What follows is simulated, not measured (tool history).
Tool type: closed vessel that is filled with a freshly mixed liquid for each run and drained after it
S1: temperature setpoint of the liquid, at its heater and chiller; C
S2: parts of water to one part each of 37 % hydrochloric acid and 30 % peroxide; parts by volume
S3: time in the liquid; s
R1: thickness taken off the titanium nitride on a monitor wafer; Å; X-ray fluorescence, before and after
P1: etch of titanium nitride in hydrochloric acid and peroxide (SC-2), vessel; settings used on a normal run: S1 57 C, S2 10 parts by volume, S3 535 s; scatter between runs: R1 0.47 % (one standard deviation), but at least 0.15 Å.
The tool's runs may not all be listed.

| run | hour | S1 | S2 | S3 | R1 |
|---|---|---|---|---|---|
| 1 | 7.7 | 57 | 10 | 535 | 208.85 |
| 2 | 14.3 | 57 | 4 | 535 | 421.04 |
| 3 | 20.8 | 57 | 10 | 535 | 209.67 |
| 4 | 25.6 | 57 | 10 | 535 | 208.55 |
| 5 | 32.4 | 72 | 10 | 535 | 517.96 |
| 6 | 36.3 | 57 | 10 | 835 | 324.86 |
| 7 | 43.5 | 57 | 10 | 535 | 209.92 |
| 8 | 50.2 | 41.5 | 10 | 535 | 74.016 |
|  | 53.8 | chemicals flow meter replaced |
| 9 | 56.6 | 57 | 10 | 535 | 208.6 |
|  | 60.8 | thermometer replaced |
| 10 | 62.5 | 57 | 18 | 535 | 126.07 |
| 11 | 67.2 | 57 | 6 | 975 | 572.11 |
| 12 | 74.3 | 57 | 10 | 535 | 208.64 |
| 13 | 81.4 | 57 | 15 | 815 | 225.51 |
| 14 | 87.3 | 57 | 10 | 535 | 207.55 |
| 15 | 92.2 | 57 | 10 | 105 | 41.121 |
| 16 | 97.5 | 57 | 10 | 535 | 208.39 |
| 17 | 102.1 | 57 | 10 | 535 | 214.33 |
| 18 | 106.8 | 57 | 10 | 535 | 217.58 |
| 19 | 111.8 | 57 | 10 | 535 | 220.68 |
| 20 | 118.5 | 57 | 10 | 535 | 224.77 |
| 21 | 122.8 | 57 | 10 | 535 | 222.88 |
| 22 | 130.4 | 57 | 10 | 535 | 226.37 |
| 23 | 137.5 | 57 | 10 | 535 | 226.1 |
| 24 | 144.2 | 57 | 10 | 535 | 227.32 |
| 25 | 148.7 | 57 | 10 | 535 | 227.8 |
| 26 | 156.1 | 57 | 10 | 535 | 229.55 |
| 27 | 163.6 | 57 | 10 | 535 | 229.14 |

The log shows P1 creeping away from where it was. Any of the 2 causes listed here, at the size stated for it, fits the log just as well as the others:
A: chemicals flow above the setpoint (%) = 11.3
B: liquid hotter than its thermometer reads (K) = 1.39
The drift started at roughly hour 97.5.
Ruled out, with reasons:
peroxide weaker than its label (%): cannot exceed 8; that much would move R1 by -7.4 %, which falls short of the creep or goes against it

Consider the 4 check runs below, whose results appear as question marks and each of which averages 2 wafers. Which one distinguishes the causes, in that each cause would give it a clearly different result?
| check 1 | 171.1 | 57 | 17 | 115 | ? |
| check 2 | 171.1 | 42.5 | 4 | 535 | ? |
| check 3 | 171.1 | 64 | 13 | 535 | ? |
| check 4 | 171.1 | 57 | 16 | 535 | ? |

How each check would come out, cause by cause:
| check | result | if A | if B |
|---|---|---|---|
| check 1 | R1 | 31.225 | 31.013 |
| check 2 | R1 | 170.25 | 174.85 |
| check 3 | R1 | 284.21 | 282.13 |
| check 4 | R1 | 153.23 | 152.29 |
Minimum pairwise separation of causes per check, each pair taken at its best-separating result: check 1 0.68 %; check 2 2.66 %; check 3 0.73 %; check 4 0.61 %
Check 2 distinguishes between the causes, while the remaining checks would return nearly the same result for all of them.

Check 2 has now been run. It gave: R1 170.28 Å. Which of the candidate causes is it?

The cause is A: chemicals flow above the setpoint (%).
